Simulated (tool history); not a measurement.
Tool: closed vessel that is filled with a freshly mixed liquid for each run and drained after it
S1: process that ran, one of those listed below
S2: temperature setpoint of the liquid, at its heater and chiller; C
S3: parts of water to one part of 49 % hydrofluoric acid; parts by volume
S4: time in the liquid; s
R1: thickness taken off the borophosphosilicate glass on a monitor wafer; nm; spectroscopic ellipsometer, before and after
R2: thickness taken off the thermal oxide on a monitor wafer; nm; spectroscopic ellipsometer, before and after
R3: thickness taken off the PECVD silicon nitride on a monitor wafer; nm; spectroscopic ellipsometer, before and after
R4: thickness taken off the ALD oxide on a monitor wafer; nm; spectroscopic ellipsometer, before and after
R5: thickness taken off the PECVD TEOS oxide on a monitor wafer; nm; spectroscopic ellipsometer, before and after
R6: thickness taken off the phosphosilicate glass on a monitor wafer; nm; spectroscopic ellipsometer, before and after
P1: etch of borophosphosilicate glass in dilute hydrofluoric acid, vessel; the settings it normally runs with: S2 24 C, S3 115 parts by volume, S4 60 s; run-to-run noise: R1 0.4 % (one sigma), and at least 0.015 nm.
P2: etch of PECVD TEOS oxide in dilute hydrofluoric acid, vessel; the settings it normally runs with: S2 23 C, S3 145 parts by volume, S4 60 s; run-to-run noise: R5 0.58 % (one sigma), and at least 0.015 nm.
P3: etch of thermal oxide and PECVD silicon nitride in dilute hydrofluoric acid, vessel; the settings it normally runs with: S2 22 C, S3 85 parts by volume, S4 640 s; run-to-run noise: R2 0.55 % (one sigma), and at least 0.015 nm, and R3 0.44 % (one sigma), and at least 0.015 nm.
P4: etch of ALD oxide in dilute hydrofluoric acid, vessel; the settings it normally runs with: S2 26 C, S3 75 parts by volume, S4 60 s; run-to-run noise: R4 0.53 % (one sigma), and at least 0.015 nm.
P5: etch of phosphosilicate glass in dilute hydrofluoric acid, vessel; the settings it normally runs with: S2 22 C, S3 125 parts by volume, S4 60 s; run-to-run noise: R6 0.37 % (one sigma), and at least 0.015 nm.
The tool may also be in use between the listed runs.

run	hour	S1	S2	S3	S4	R1	R2	R3	R4	R5	R6
1	9	P1	24	115	60	30.739					
2	14.4	P3	22	30	640		103.5	99.122			
3	23.4	P1	19	115	60	24.818					
4	29.1	P4	26	75	60				20.491		
5	34.6	P1	24	115	30	15.099					
6	40.6	P2	23	145	30					3.1913	
7	49	P5	18.5	125	60						27.091
8	58	P4	31.5	75	60				25.538		
9	64.3	P1	24	20	60	198.26					
10	70.1	P1	24	115	60	30.375					
11	74.6	P2	23	145	60					6.3631	
12	83.3	P2	28	145	60					7.6851	
13	92.1	P4	26	75	30				10.284		
14	100.1	P5	22	125	60						31.132
15	107.6	P1	24	115	115	58.553					
16	116.7	P4	26	40	60				40.603		
# hour 124.3: thermometer replaced
17	126.5	P1	24	115	60	30.29					
18	136.1	P3	22	85	340		18.11	18.969			

Predict the results of run 19:
19	145	P1	30	115	60	?					

{"run 19": {"R1": 38.488}}
